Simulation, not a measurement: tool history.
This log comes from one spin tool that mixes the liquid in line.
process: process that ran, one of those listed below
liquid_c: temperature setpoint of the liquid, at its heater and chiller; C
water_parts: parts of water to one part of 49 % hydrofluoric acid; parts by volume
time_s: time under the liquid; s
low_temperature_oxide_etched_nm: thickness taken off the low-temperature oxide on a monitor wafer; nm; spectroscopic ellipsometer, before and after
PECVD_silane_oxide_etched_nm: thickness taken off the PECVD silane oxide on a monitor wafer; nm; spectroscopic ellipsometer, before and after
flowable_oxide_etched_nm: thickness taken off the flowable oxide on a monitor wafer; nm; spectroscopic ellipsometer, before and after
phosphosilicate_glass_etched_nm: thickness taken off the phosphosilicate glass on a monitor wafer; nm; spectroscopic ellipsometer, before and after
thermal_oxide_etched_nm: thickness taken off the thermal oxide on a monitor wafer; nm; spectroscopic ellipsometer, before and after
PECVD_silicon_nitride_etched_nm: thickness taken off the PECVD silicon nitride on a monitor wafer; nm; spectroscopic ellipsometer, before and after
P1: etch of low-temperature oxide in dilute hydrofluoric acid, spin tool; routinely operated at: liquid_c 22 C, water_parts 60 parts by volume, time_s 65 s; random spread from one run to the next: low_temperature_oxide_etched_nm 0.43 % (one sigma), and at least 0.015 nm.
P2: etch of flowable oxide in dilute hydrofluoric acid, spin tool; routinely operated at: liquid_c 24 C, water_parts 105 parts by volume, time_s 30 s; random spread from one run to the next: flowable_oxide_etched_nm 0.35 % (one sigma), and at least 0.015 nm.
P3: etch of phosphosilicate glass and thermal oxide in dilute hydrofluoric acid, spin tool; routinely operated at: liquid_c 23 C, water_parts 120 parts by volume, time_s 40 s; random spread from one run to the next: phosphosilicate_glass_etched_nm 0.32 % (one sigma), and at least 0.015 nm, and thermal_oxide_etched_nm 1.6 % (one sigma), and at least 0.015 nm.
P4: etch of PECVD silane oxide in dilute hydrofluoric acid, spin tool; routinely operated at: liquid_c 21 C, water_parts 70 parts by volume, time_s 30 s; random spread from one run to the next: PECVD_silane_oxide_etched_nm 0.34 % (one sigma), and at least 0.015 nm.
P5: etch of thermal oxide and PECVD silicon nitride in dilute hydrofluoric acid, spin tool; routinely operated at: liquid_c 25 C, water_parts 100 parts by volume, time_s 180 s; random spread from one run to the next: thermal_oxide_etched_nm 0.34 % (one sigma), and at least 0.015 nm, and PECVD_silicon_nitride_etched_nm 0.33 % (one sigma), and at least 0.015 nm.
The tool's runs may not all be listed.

run   hour  process  liquid_c  water_parts  time_s  low_temperature_oxide_etched_nm  PECVD_silane_oxide_etched_nm  flowable_oxide_etched_nm  phosphosilicate_glass_etched_nm  thermal_oxide_etched_nm  PECVD_silicon_nitride_etched_nm
  1    6.0       P1        22           60      65                          16.5370
  2   10.3       P4        21           40      30                                                        18.6310
  3   15.7       P2        24          105      30                                                                                  14.1880
  4   19.2       P3        23          120      15                                                                                                                    10.383                  0.54773
  5   22.7       P2        24          155      30                                                                                   9.0335
  6   27.6       P3        23          120      40                                                                                                                    27.761                  1.46750
  7   31.9       P1        17           60      65                          13.4040
  8   36.2       P3        17          120      40                                                                                                                    21.696                  1.16360
  9   41.3       P2        24          105      30                                                                                  14.2110
 10   44.9       P1        22           60      65                          16.6040
 11   49.7       P2        24          105      15                                                                                   7.1355
 12   55.7       P4        21           70      15                                                         5.1121
 13   60.3       P3        23          200      40                                                                                                                    15.207                  0.82801
 14   63.8       P1        22           40      65                          25.4480
 15   67.7       P5        25          100     180                                                                                                                                            8.38830                          10.6750
 16   73.7       P1        22           60     110                          27.9480
 17   79.1       P5        25          145     180                                                                                                                                            5.50490                           7.4086
 18   84.1       P1        22          100      65                           9.4387
 19   86.8       P1        22           60      65                          16.4970
 20   92.1       P5        25          100     180                                                                                                                                            8.47430                          10.7280
 21   95.3       P1        22          100      30                           4.3369
 22  101.4       P4        28           70      30                                                        13.6410
 23  104.7       P5        25          100      35                                                                                                                                            1.64040                           2.0749
 24  108.5       P3        23          120      40                                                                                                                    27.937                  1.46270
 25  111.7       P1        22           60      65                          16.4760
 26  114.8       P4        21           70      30                                                        10.3880
 27  120.3       P1        28           60      65                          21.2400
 28  124.6       P1        22           60      65                          16.7040
 29  128.7       P2        19          105      30                                                                                  11.5870
 30  132.2       P5        18          100     180                                                                                                                                            6.37130                           6.6747
 31  136.6       P1        22           60      35                           8.8457
 32  140.4       P1        22           60      65                          16.4760
 33  146.3       P1        22           60      65                          17.0700
 34  151.2       P1        22           60      65                          17.4180
 35  154.9       P1        22           60      65                          17.4610
 36  159.2       P1        22           60      65                          17.6100
 37  163.5       P1        22           60      65                          17.9710
 38  167.7       P1        22           60      65                          17.7700
 39  172.4       P1        22           60      65                          17.8600
 40  175.9       P1        22           60      65                          17.9620
 41  179.5       P1        22           60      65                          18.0510
 42  184.1       P1        22           60      65                          17.9140
 43  186.8       P1        22           60      65                          18.0580

Compared with where it was, what P1 gives has crept away. Each cause listed below fits the log as well as the rest, at the size given for it:
A: liquid hotter than its thermometer reads (K) = 2.1
B: hydrofluoric acid flow above the setpoint (%) = 8.35
The drift started at roughly hour 140.4.

Below are 4 check runs, each on a single wafer, with their results shown as question marks. Which of them would tell the listed causes apart, meaning the causes would give clearly different results under it?
check 1  189.5       P4      21.0           70      15                                                              ?
check 2  189.5       P3      17.0          120      25                                                                                                                         ?                        ?
check 3  189.5       P2      20.0          105      30                                                                                        ?
check 4  189.5       P5      21.5          135     180                                                                                                                                                  ?                                ?

How each check would come out, cause by cause:
  check                           result     if A     if B
check 1     PECVD_silane_oxide_etched_nm   5.6210   5.6217
check 2  phosphosilicate_glass_etched_nm   14.844   14.887
check 2          thermal_oxide_etched_nm  0.78379  0.78606
check 3         flowable_oxide_etched_nm  13.1860  13.2390
check 4          thermal_oxide_etched_nm  5.65300  5.70640
check 4  PECVD_silicon_nitride_etched_nm   7.2487   6.8303
Distance between the nearest two causes, measured in the result of the check that separates them most: check 1 0.01 %; check 2 0.29 %; check 3 0.4 %; check 4 5.95 %
The other checks would show nearly matching results whichever cause is true, so check 4 is the only one that separates the causes.

Check 4 was carried out, with these results: thermal_oxide_etched_nm 5.72000 nm; PECVD_silicon_nitride_etched_nm 6.8667 nm. Which of the listed causes is responsible?

Of the candidate causes, it is B: hydrofluoric acid flow above the setpoint (%).

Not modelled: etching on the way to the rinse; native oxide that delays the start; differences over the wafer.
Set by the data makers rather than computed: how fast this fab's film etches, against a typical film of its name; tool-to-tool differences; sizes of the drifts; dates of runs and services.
